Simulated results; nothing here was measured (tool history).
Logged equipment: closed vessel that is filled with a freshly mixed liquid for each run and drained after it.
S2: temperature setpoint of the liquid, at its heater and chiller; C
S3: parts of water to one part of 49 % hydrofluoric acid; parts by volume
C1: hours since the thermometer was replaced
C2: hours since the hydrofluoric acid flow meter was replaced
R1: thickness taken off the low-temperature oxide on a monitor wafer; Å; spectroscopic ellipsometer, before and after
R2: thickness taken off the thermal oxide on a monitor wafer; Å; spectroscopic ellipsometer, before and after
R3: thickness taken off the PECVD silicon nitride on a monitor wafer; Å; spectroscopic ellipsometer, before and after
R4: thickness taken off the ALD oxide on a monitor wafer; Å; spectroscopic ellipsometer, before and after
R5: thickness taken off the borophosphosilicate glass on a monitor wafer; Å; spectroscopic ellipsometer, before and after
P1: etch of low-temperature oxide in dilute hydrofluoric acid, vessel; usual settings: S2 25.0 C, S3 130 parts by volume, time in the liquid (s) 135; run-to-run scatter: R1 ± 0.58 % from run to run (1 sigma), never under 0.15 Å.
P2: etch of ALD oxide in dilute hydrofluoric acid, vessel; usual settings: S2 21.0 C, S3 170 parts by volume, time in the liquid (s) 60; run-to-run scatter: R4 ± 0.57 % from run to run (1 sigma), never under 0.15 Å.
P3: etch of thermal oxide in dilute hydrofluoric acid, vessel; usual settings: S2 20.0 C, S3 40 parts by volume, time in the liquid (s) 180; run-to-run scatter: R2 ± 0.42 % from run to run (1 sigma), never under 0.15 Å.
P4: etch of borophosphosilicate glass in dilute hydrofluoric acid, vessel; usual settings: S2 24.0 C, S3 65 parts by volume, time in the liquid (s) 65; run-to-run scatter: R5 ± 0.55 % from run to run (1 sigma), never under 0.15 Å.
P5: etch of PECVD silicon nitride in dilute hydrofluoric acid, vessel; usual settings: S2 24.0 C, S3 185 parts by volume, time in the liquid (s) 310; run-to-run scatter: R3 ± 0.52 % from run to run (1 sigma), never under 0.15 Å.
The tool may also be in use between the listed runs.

run 1 hour=9.5 | process_that_ran=P1 S2=25.0 S3=130 time_in_the_liquid_(s)=135 | C1=436.0 C2=1545.8 | R1=221.950
run 2 hour=25.5 | process_that_ran=P1 S2=25.0 S3=230 time_in_the_liquid_(s)=135 | C1=452.0 C2=1561.8 | R1=111.850
run 3 hour=33.4 | process_that_ran=P3 S2=20.0 S3=40 time_in_the_liquid_(s)=180 | C1=459.9 C2=1569.7 | R2=189.51
-- hour=39.3 hydrofluoric acid flow meter replaced
run 4 hour=42.0 | process_that_ran=P1 S2=25.0 S3=230 time_in_the_liquid_(s)=205 | C1=468.5 C2=2.8 | R1=171.070
run 5 hour=50.1 | process_that_ran=P5 S2=24.0 S3=185 time_in_the_liquid_(s)=520 | C1=476.6 C2=10.9 | R3=153.930
run 6 hour=61.7 | process_that_ran=P3 S2=20.0 S3=40 time_in_the_liquid_(s)=355 | C1=488.2 C2=22.5 | R2=375.89
run 7 hour=74.0 | process_that_ran=P1 S2=25.0 S3=130 time_in_the_liquid_(s)=225 | C1=500.5 C2=34.8 | R1=373.770
run 8 hour=86.1 | process_that_ran=P1 S2=17.5 S3=130 time_in_the_liquid_(s)=135 | C1=512.6 C2=46.9 | R1=165.720
run 9 hour=96.6 | process_that_ran=P1 S2=25.0 S3=130 time_in_the_liquid_(s)=135 | C1=523.1 C2=57.4 | R1=223.310
run 10 hour=111.1 | process_that_ran=P2 S2=21.0 S3=170 time_in_the_liquid_(s)=60 | C1=537.6 C2=71.9 | R4=74.790
run 11 hour=122.8 | process_that_ran=P2 S2=21.0 S3=170 time_in_the_liquid_(s)=85 | C1=549.3 C2=83.6 | R4=105.060
run 12 hour=130.0 | process_that_ran=P4 S2=29.0 S3=65 time_in_the_liquid_(s)=65 | C1=556.5 C2=90.8 | R5=571.80
run 13 hour=142.7 | process_that_ran=P4 S2=24.0 S3=65 time_in_the_liquid_(s)=65 | C1=569.2 C2=103.5 | R5=467.85
run 14 hour=153.1 | process_that_ran=P1 S2=31.0 S3=130 time_in_the_liquid_(s)=135 | C1=579.6 C2=113.9 | R1=278.690
run 15 hour=165.0 | process_that_ran=P5 S2=24.0 S3=260 time_in_the_liquid_(s)=310 | C1=591.5 C2=125.8 | R3=64.638
run 16 hour=180.9 | process_that_ran=P3 S2=24.5 S3=40 time_in_the_liquid_(s)=180 | C1=607.4 C2=141.7 | R2=230.94
run 17 hour=196.2 | process_that_ran=P2 S2=17.0 S3=170 time_in_the_liquid_(s)=60 | C1=622.7 C2=157.0 | R4=63.715
run 18 hour=203.5 | process_that_ran=P3 S2=20.0 S3=40 time_in_the_liquid_(s)=180 | C1=630.0 C2=164.3 | R2=190.55
run 19 hour=216.8 | process_that_ran=P1 S2=25.0 S3=130 time_in_the_liquid_(s)=135 | C1=643.3 C2=177.6 | R1=222.050
run 20 hour=224.4 | process_that_ran=P2 S2=21.0 S3=80 time_in_the_liquid_(s)=60 | C1=650.9 C2=185.2 | R4=174.020
run 21 hour=236.5 | process_that_ran=P1 S2=25.0 S3=130 time_in_the_liquid_(s)=135 | C1=663.0 C2=197.3 | R1=222.070
-- hour=237.3 thermometer replaced
run 22 hour=250.4 | process_that_ran=P5 S2=24.0 S3=185 time_in_the_liquid_(s)=310 | C1=13.2 C2=211.2 | R3=91.168
run 23 hour=264.6 | process_that_ran=P4 S2=24.0 S3=65 time_in_the_liquid_(s)=120 | C1=27.4 C2=225.4 | R5=869.90
run 24 hour=277.9 | process_that_ran=P2 S2=21.0 S3=170 time_in_the_liquid_(s)=60 | C1=40.7 C2=238.7 | R4=74.426
run 25 hour=287.4 | process_that_ran=P1 S2=25.0 S3=130 time_in_the_liquid_(s)=55 | C1=50.2 C2=248.2 | R1=90.573
run 26 hour=302.3 | process_that_ran=P1 S2=25.0 S3=130 time_in_the_liquid_(s)=135 | C1=65.1 C2=263.1 | R1=223.110
run 27 hour=313.8 | process_that_ran=P1 S2=25.0 S3=130 time_in_the_liquid_(s)=135 | C1=76.6 C2=274.6 | R1=222.690
run 28 hour=327.5 | process_that_ran=P3 S2=20.0 S3=70 time_in_the_liquid_(s)=180 | C1=90.3 C2=288.3 | R2=104.66
run 29 hour=334.9 | process_that_ran=P5 S2=17.5 S3=185 time_in_the_liquid_(s)=310 | C1=97.7 C2=295.7 | R3=59.573
run 30 hour=350.4 | process_that_ran=P4 S2=24.0 S3=25 time_in_the_liquid_(s)=65 | C1=113.2 C2=311.2 | R5=1282.70
run 31 hour=362.2 | process_that_ran=P1 S2=25.0 S3=55 time_in_the_liquid_(s)=135 | C1=125.0 C2=323.0 | R1=574.110
run 32 hour=377.4 | process_that_ran=P1 S2=25.0 S3=130 time_in_the_liquid_(s)=135 | C1=140.2 C2=338.2 | R1=225.550
run 33 hour=385.9 | process_that_ran=P1 S2=25.0 S3=130 time_in_the_liquid_(s)=135 | C1=148.7 C2=346.7 | R1=217.850
run 34 hour=398.3 | process_that_ran=P1 S2=25.0 S3=130 time_in_the_liquid_(s)=135 | C1=161.1 C2=359.1 | R1=212.230
run 35 hour=409.9 | process_that_ran=P1 S2=25.0 S3=130 time_in_the_liquid_(s)=135 | C1=172.7 C2=370.7 | R1=207.580
run 36 hour=426.2 | process_that_ran=P1 S2=25.0 S3=130 time_in_the_liquid_(s)=135 | C1=189.0 C2=387.0 | R1=207.170
run 37 hour=441.0 | process_that_ran=P1 S2=25.0 S3=130 time_in_the_liquid_(s)=135 | C1=203.8 C2=401.8 | R1=204.780
run 38 hour=452.1 | process_that_ran=P1 S2=25.0 S3=130 time_in_the_liquid_(s)=135 | C1=214.9 C2=412.9 | R1=205.640
run 39 hour=460.4 | process_that_ran=P1 S2=25.0 S3=130 time_in_the_liquid_(s)=135 | C1=223.2 C2=421.2 | R1=203.380

P1 has crept away from where it was. The log is fitted equally well by each of these 2 causes, at the sizes shown:
A: liquid colder than its thermometer reads (K) = 2.26
B: hydrofluoric acid flow below the setpoint (%) = 7.25
The onset of the drift is placed at about hour 377.4.

4 check runs are offered, one wafer each, their results left as question marks. Which one tells the causes apart?
run check 1 hour=468.7 | process_that_ran=P3 S2=23.0 S3=70 time_in_the_liquid_(s)=180 | R2=?
run check 2 hour=468.7 | process_that_ran=P5 S2=24.0 S3=185 time_in_the_liquid_(s)=420 | R3=?
run check 3 hour=468.7 | process_that_ran=P4 S2=28.5 S3=65 time_in_the_liquid_(s)=95 | R5=?
run check 4 hour=468.7 | process_that_ran=P2 S2=21.0 S3=100 time_in_the_liquid_(s)=60 | R4=?

If the cause were each of the candidates in turn, the checks would give the following:
check=check_1 result=R2 if_A=107.92 if_B=109.13
check=check_2 result=R3 if_A=107.000 if_B=114.840
check=check_3 result=R5 if_A=749.45 if_B=754.57
check=check_4 result=R4 if_A=124.640 if_B=125.730
Separation of the two closest causes in each check, using whichever result separates them best: check 1 1.11 %; check 2 7.07 %; check 3 0.68 %; check 4 0.88 %
Check 2 is the one run that separates the causes; every other check would come out nearly the same whichever cause is at work.

Then check 2 was run and gave: R3 114.730 Å. Which cause is it?

B is the cause: hydrofluoric acid flow below the setpoint (%).
